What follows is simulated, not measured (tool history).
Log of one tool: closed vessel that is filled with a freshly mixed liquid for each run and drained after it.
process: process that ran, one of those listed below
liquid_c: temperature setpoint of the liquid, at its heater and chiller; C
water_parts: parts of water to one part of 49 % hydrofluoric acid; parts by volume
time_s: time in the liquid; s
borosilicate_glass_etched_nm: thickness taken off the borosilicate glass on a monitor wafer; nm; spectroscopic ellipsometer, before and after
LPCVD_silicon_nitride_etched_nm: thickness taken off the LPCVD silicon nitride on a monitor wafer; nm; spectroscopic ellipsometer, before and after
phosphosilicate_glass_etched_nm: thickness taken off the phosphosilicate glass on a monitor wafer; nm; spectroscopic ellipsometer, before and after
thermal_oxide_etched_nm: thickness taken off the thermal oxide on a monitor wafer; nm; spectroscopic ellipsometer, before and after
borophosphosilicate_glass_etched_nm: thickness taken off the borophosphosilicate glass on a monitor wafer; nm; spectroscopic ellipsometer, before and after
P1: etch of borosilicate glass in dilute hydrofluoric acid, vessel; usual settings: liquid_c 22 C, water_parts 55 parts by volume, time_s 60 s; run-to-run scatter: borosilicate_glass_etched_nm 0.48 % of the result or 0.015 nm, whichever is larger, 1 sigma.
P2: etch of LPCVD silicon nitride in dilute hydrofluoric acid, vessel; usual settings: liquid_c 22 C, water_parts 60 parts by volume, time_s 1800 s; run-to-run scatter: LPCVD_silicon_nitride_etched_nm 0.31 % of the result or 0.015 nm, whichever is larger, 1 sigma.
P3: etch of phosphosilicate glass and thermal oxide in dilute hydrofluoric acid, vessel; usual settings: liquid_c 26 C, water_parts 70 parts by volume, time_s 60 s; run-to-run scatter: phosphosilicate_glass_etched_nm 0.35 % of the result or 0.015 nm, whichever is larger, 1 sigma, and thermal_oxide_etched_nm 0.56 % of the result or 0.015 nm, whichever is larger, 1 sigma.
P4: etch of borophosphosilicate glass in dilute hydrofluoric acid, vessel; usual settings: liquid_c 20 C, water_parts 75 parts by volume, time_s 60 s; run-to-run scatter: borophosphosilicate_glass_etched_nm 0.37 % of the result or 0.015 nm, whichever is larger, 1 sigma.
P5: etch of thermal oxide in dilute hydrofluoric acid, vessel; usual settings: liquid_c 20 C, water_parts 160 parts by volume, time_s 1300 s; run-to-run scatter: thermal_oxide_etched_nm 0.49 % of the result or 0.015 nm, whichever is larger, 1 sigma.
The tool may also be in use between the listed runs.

run,hour,process,liquid_c,water_parts,time_s,borosilicate_glass_etched_nm,LPCVD_silicon_nitride_etched_nm,phosphosilicate_glass_etched_nm,thermal_oxide_etched_nm,borophosphosilicate_glass_etched_nm
1,7.5,P1,22,55,60,25.969,,,,
2,22.3,P2,22,60,1800,,12.093,,,
3,36,P1,22,55,60,25.949,,,,
4,52.3,P1,22,55,30,13.054,,,,
5,64.4,P3,26,70,60,,,150.16,4.8225,
6,77.1,P1,17,55,60,21.025,,,,
7,88.2,P1,22,55,60,26.074,,,,
8,99.5,P2,22,105,1800,,7.0614,,,
9,110.3,P5,20,160,1300,,,,32.377,
10,120.3,P1,22,80,115,33.076,,,,
11,136.7,P2,27.5,60,1800,,17.461,,,
12,149.4,P3,26,110,60,,,90.74,2.8615,
13,159.3,P5,27.5,160,1300,,,,42.878,
14,170.3,P1,22,55,115,49.687,,,,
15,183.2,P3,33.5,70,60,,,199.78,6.3919,
16,193.4,P1,27,55,60,32.069,,,,
17,207.3,P5,20,160,1300,,,,32.275,
18,222.7,P3,26,70,90,,,225.65,7.1581,
19,234.8,P2,22,60,85,,0.55096,,,
20,251.2,P4,20,75,105,,,,,72.858
21,261.1,P1,29,20,60,100.33,,,,
22,277.8,P4,17,75,60,,,,,36.623
23,288,P1,22,55,60,25.843,,,,
24,296.1,P1,17,55,95,32.959,,,,
25,308,P5,20,160,670,,,,16.556,
26,324.4,P4,20,20,60,,,,,166.59
27,335.7,P1,22,55,60,25.935,,,,
28,343.8,P1,22,90,60,15.2,,,,
29,360.2,P5,20,85,1300,,,,66.208,
30,376.9,P1,22,30,60,49.124,,,,
31,391,P4,20,75,60,,,,,41.704
32,404.2,P1,22,55,60,25.795,,,,
33,416.5,P1,22,55,60,24.997,,,,
34,430.2,P1,22,55,60,24.402,,,,
35,440.1,P1,22,55,60,24.094,,,,
36,450.3,P1,22,55,60,24.007,,,,
37,462.6,P1,22,55,60,23.921,,,,
38,475.9,P1,22,55,60,23.775,,,,
39,485.2,P1,22,55,60,23.863,,,,

What P1 gives has crept away from where it was. These 2 causes fit the log equally well, each at the size given:
A: hydrofluoric acid flow below the setpoint (%) = 7.88
B: liquid colder than its thermometer reads (K) = 2.1
The creep began at about hour 404.2.

4 check runs are offered, one wafer each, their results left as question marks. Which one tells the causes apart?
check 1,494.5,P4,20,75,60,,,,,?
check 2,494.5,P3,26,70,60,,,?,?,
check 3,494.5,P5,20,160,1300,,,,?,
check 4,494.5,P2,22,60,1800,,?,,,

What each check would give under each cause:
check,result,if A,if B
check 1,borophosphosilicate_glass_etched_nm,37.95,37.992
check 2,phosphosilicate_glass_etched_nm,137.27,138.06
check 2,thermal_oxide_etched_nm,4.363,4.3882
check 3,thermal_oxide_etched_nm,29.418,29.777
check 4,LPCVD_silicon_nitride_etched_nm,11.18,10.487
How far apart the two closest causes lie, in the result that separates them most: check 1 0.11 %; check 2 0.58 %; check 3 1.21 %; check 4 6.4 %
Check 4 tells the causes apart: in the others they would give nearly the same result.

Then check 4 was run and gave: LPCVD_silicon_nitride_etched_nm 10.502 nm. Which cause is it?

It is B: liquid colder than its thermometer reads (K).

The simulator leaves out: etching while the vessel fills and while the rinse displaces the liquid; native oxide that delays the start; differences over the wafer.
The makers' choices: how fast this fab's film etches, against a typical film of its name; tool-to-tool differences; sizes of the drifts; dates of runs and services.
